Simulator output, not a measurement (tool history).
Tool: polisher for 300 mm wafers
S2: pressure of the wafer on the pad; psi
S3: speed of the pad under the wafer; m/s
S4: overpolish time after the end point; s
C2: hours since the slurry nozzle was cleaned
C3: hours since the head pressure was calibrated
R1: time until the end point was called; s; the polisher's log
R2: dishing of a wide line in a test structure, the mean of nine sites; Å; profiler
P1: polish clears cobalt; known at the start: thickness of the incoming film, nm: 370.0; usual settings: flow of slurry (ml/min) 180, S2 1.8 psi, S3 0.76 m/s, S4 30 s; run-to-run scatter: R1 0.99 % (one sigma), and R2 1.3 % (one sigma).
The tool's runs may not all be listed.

run 1 hour=9 | flow_of_slurry_(ml/min)=180 S2=1.8 S3=0.76 S4=30 | wafers_polished_on_this_pad=272 C2=208 C3=286.6 | R1=116.08 R2=535.17
run 2 hour=21.9 | flow_of_slurry_(ml/min)=180 S2=1.2 S3=0.76 S4=30 | wafers_polished_on_this_pad=413 C2=220.9 C3=299.5 | R1=168.72 R2=434.04
run 3 hour=36.7 | flow_of_slurry_(ml/min)=180 S2=1.8 S3=0.94 S4=57 | wafers_polished_on_this_pad=574 C2=235.7 C3=314.3 | R1=93.381 R2=668.13
run 4 hour=46.2 | flow_of_slurry_(ml/min)=265 S2=1.8 S3=0.76 S4=30 | wafers_polished_on_this_pad=677 C2=245.2 C3=323.8 | R1=108.09 R2=551.94
run 5 hour=62.6 | flow_of_slurry_(ml/min)=180 S2=2.7 S3=0.76 S4=30 | wafers_polished_on_this_pad=856 C2=261.6 C3=340.2 | R1=76.116 R2=615.05
run 6 hour=73 | flow_of_slurry_(ml/min)=180 S2=1.8 S3=0.76 S4=59 | wafers_polished_on_this_pad=969 C2=272 C3=350.6 | R1=113.13 R2=659.87
run 7 hour=82.6 | flow_of_slurry_(ml/min)=180 S2=1.8 S3=0.76 S4=30 | wafers_polished_on_this_pad=1074 C2=281.6 C3=360.2 | R1=114.35 R2=537.73
run 8 hour=94.5 | flow_of_slurry_(ml/min)=180 S2=2.3 S3=1.02 S4=30 | wafers_polished_on_this_pad=1204 C2=293.5 C3=372.1 | R1=66.321 R2=626.75
run 9 hour=102.6 | flow_of_slurry_(ml/min)=180 S2=1.8 S3=1.16 S4=30 | wafers_polished_on_this_pad=1292 C2=301.6 C3=380.2 | R1=75.572 R2=610.64
run 10 hour=113.1 | flow_of_slurry_(ml/min)=180 S2=1.8 S3=0.76 S4=30 | wafers_polished_on_this_pad=1407 C2=312.1 C3=390.7 | R1=113.69 R2=524.85
run 11 hour=129.8 | flow_of_slurry_(ml/min)=180 S2=1.8 S3=0.76 S4=9 | wafers_polished_on_this_pad=1589 C2=328.8 C3=407.4 | R1=113.41 R2=241.97
run 12 hour=142.2 | flow_of_slurry_(ml/min)=180 S2=2.6 S3=0.96 S4=30 | wafers_polished_on_this_pad=1724 C2=341.2 C3=419.8 | R1=62.395 R2=645.76
run 13 hour=156 | flow_of_slurry_(ml/min)=110 S2=1.8 S3=0.76 S4=30 | wafers_polished_on_this_pad=1874 C2=355 C3=433.6 | R1=125.2 R2=512.47
-- hour=159.3 slurry nozzle cleaned
run 14 hour=172.1 | flow_of_slurry_(ml/min)=180 S2=1.8 S3=0.38 S4=30 | wafers_polished_on_this_pad=2050 C2=12.8 C3=449.7 | R1=222.52 R2=348.13
run 15 hour=189.2 | flow_of_slurry_(ml/min)=180 S2=1.8 S3=0.76 S4=30 | wafers_polished_on_this_pad=2236 C2=29.9 C3=466.8 | R1=114.65 R2=531.05

Forecast run 16:
run 16 hour=197.6 | flow_of_slurry_(ml/min)=180 S2=1.8 S3=0.76 S4=30 | wafers_polished_on_this_pad=2327 C2=38.3 C3=475.2 | R1=? R2=?

{"run 16": {"R1": 112.35, "R2": 525.09}}

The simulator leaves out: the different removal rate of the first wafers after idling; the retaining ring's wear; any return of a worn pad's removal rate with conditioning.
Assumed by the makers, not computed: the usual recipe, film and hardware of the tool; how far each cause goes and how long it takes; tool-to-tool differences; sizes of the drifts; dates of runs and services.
